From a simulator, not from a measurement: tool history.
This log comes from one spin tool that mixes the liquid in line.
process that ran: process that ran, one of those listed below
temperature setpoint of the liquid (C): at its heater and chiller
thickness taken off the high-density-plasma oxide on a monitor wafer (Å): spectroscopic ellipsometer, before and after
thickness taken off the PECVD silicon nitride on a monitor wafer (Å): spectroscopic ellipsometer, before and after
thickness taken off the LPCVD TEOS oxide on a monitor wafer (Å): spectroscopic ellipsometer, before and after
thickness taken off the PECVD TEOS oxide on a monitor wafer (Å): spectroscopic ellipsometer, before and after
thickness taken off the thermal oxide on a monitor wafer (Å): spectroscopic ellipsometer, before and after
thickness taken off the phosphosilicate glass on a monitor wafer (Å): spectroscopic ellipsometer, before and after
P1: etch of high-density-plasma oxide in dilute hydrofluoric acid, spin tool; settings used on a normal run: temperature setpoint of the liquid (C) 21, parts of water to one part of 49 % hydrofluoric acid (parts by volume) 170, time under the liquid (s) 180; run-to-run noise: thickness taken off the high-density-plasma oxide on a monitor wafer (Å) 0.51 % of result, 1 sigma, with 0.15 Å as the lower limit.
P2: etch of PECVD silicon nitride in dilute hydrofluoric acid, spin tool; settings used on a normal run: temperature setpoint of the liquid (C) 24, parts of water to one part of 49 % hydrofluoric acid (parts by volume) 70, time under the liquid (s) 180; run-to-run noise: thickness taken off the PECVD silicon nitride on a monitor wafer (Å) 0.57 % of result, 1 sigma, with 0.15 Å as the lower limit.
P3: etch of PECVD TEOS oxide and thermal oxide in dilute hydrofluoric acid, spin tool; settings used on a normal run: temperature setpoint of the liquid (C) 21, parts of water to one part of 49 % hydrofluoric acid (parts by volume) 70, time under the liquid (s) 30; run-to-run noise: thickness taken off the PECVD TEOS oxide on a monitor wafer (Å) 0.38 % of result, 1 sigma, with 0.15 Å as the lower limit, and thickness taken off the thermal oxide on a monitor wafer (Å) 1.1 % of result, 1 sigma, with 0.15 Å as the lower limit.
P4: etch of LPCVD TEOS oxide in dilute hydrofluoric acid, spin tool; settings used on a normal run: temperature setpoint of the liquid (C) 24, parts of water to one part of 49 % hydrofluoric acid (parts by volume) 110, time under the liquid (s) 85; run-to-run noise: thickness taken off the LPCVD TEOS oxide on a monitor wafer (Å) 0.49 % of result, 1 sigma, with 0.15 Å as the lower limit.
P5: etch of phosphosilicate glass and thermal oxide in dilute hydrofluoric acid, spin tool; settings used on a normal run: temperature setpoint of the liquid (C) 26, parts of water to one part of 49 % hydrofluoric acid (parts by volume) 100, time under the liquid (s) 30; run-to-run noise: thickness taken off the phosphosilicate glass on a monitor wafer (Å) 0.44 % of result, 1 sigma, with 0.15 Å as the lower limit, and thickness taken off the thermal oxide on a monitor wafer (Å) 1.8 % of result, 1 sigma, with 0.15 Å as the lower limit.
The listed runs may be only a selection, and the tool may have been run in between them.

run    day  process that ran  temperature setpoint of the liquid (C)  parts of water to one part of 49 % hydrofluoric acid (parts by volume)  time under the liquid (s)  hours since the thermometer was replaced  hours since the hydrofluoric acid flow meter was replaced  thickness taken off the high-density-plasma oxide on a monitor wafer (Å)  thickness taken off the PECVD silicon nitride on a monitor wafer (Å)  thickness taken off the LPCVD TEOS oxide on a monitor wafer (Å)  thickness taken off the PECVD TEOS oxide on a monitor wafer (Å)  thickness taken off the thermal oxide on a monitor wafer (Å)  thickness taken off the phosphosilicate glass on a monitor wafer (Å)
  1  0.079                P1                                      21                                                                     170                        180                                    1120.6                                                      325.3                                                                    45.764
  2  0.212                P2                                      17                                                                      70                        180                                    1123.8                                                      328.5                                                                                                                                          90.353
  3  0.338                P1                                      21                                                                      35                        180                                    1126.8                                                      331.5                                                                    260.26
  4  0.417                P4                                      24                                                                      55                         85                                    1128.7                                                      333.4                                                                                                                                                                                                            393.2
  5  0.588                P3                                      21                                                                      95                         30                                    1132.8                                                      337.5                                                                                                                                                                                                                                                                            75.208                                                        13.681
  6  0.717                P5                                      26                                                                     100                         60                                    1135.9                                                      340.6                                                                                                                                                                                                                                                                                                                                          30.414                                                                531.93
  7  0.838                P1                                      21                                                                     305                        180                                    1138.8                                                      343.5                                                                    22.259
  8  1.017                P5                                      18                                                                     100                         30                                    1143.1                                                      347.8                                                                                                                                                                                                                                                                                                                                          11.079                                                                192.84
  9   1.15                P5                                      26                                                                      35                         30                                    1146.3                                                        351                                                                                                                                                                                                                                                                                                                                          47.138                                                                834.45
 10  1.321                P1                                    28.5                                                                     170                        180                                    1150.4                                                      355.1                                                                     60.52
 11  1.438                P5                                      26                                                                     100                         30                                    1153.2                                                      357.9                                                                                                                                                                                                                                                                                                                                          15.435                                                                268.07
 12  1.588                P2                                      24                                                                      70                        295                                    1156.8                                                      361.5                                                                                                                                          240.78
 13  1.696                P3                                      21                                                                      70                         30                                    1159.4                                                      364.1                                                                                                                                                                                                                                                                            104.27                                                        19.192
 14  1.792                P2                                      24                                                                      35                        180                                    1161.7                                                      366.4                                                                                                                                          286.15
 15  1.925                P4                                      24                                                                     110                        130                                    1164.9                                                      369.6                                                                                                                                                                                                           281.32
 16  2.025                P1                                      17                                                                     170                        325                                    1167.3                                                        372                                                                    70.829
 17  2.125                P4                                      24                                                                     110                         85                                    1169.7                                                      374.4                                                                                                                                                                                                           183.89
 18  2.279                P3                                      21                                                                      70                         30                                    1173.4                                                      378.1                                                                                                                                                                                                                                                                            104.51                                                        19.108
 19  2.362                P3                                      29                                                                      70                         30                                    1175.4                                                      380.1                                                                                                                                                                                                                                                                            143.45                                                        26.901
 20  2.533                P1                                      17                                                                     170                        180                                    1179.5                                                      384.2                                                                    38.692
 21  2.625                P1                                      21                                                                     170                        275                                    1181.7                                                      386.4                                                                    70.225
 22  2.775                P3                                      21                                                                      70                         15                                    1185.3                                                        390                                                                                                                                                                                                                                                                            52.288                                                        9.7729
 23  2.929                P1                                      21                                                                     170                        180                                      1189                                                      393.7                                                                    46.064
 24  3.104                P1                                      21                                                                     170                        180                                    1193.2                                                      397.9                                                                    45.704
 25  3.221                P1                                      21                                                                     170                        180                                      1196                                                      400.7                                                                     45.88
 26  3.379                P1                                      21                                                                     170                        180                                    1199.8                                                      404.5                                                                     45.33
 27  3.496                P4                                    17.5                                                                     110                         85                                    1202.6                                                      407.3                                                                                                                                                                                                           140.48
 28  3.662                P1                                      21                                                                     170                         55                                    1206.6                                                      411.3                                                                    14.131
 29  3.783                P2                                      24                                                                      70                        180                                    1209.5                                                      414.2                                                                                                                                          146.07
 30  3.904                P1                                      24                                                                     170                         20                                    1212.4                                                      417.1                                                                    5.6039
 31  4.079                P1                                      21                                                                     170                        180                                    1216.6                                                      421.3                                                                    45.605
 32  4.217                P1                                      21                                                                     170                        180                                    1219.9                                                      424.6                                                                    47.653
 33  4.346                P1                                      21                                                                     170                        180                                      1223                                                      427.7                                                                    48.926
 34  4.442                P1                                      21                                                                     170                        180                                    1225.3                                                        430                                                                    49.331
 35  4.575                P1                                      21                                                                     170                        180                                    1228.5                                                      433.2                                                                    49.317
 36   4.75                P1                                      21                                                                     170                        180                                    1232.7                                                      437.4                                                                      49.3
 37  4.838                P1                                      21                                                                     170                        180                                    1234.8                                                      439.5                                                                    49.399

The output of P1 has drifted from where it used to be. Each of the 2 causes below, taken at the size shown beside it, accounts for the log equally well:
A: hydrofluoric acid flow above the setpoint (%) = 7.17
B: liquid hotter than its thermometer reads (K) = 2.11
The drift started at roughly day 4.079.

Of the 4 check runs listed below, each run on one wafer and each result written as a question mark, which would let you distinguish the listed causes because they would give clearly different results?
check 1  4.925                P4                                      20                                                                     110                         85                                                                                                                                                                                                                                                                                                                     ?
check 2  4.925                P3                                    28.5                                                                      70                         30                                                                                                                                                                                                                                                                                                                                                                                      ?                                                             ?
check 3  4.925                P2                                      17                                                                      50                        180                                                                                                                                                                                                                                                    ?
check 4  4.925                P5                                    18.5                                                                     100                         45                                                                                                                                                                                                                                                                                                                                                                                                                                                    ?                                                                     ?

How each check would come out, cause by cause:
  check                                                                result    if A    if B
check 1       thickness taken off the LPCVD TEOS oxide on a monitor wafer (Å)  168.89  170.23
check 2       thickness taken off the PECVD TEOS oxide on a monitor wafer (Å)  152.85  153.71
check 2          thickness taken off the thermal oxide on a monitor wafer (Å)  27.833   27.99
check 3  thickness taken off the PECVD silicon nitride on a monitor wafer (Å)  134.22  145.63
check 4          thickness taken off the thermal oxide on a monitor wafer (Å)  18.475   18.67
check 4  thickness taken off the phosphosilicate glass on a monitor wafer (Å)  319.73  323.11
Per check, the gap between the least separated pair of causes, taken in the result that splits them most: check 1 0.79 %; check 2 0.56 %; check 3 8.16 %; check 4 1.05 %
Check 3 is the one run that separates the causes; every other check would come out nearly the same whichever cause is at work.

Check 3 was carried out, with these results: thickness taken off the PECVD silicon nitride on a monitor wafer (Å) 134.59. Which of the listed causes is responsible?

It is A: hydrofluoric acid flow above the setpoint (%).

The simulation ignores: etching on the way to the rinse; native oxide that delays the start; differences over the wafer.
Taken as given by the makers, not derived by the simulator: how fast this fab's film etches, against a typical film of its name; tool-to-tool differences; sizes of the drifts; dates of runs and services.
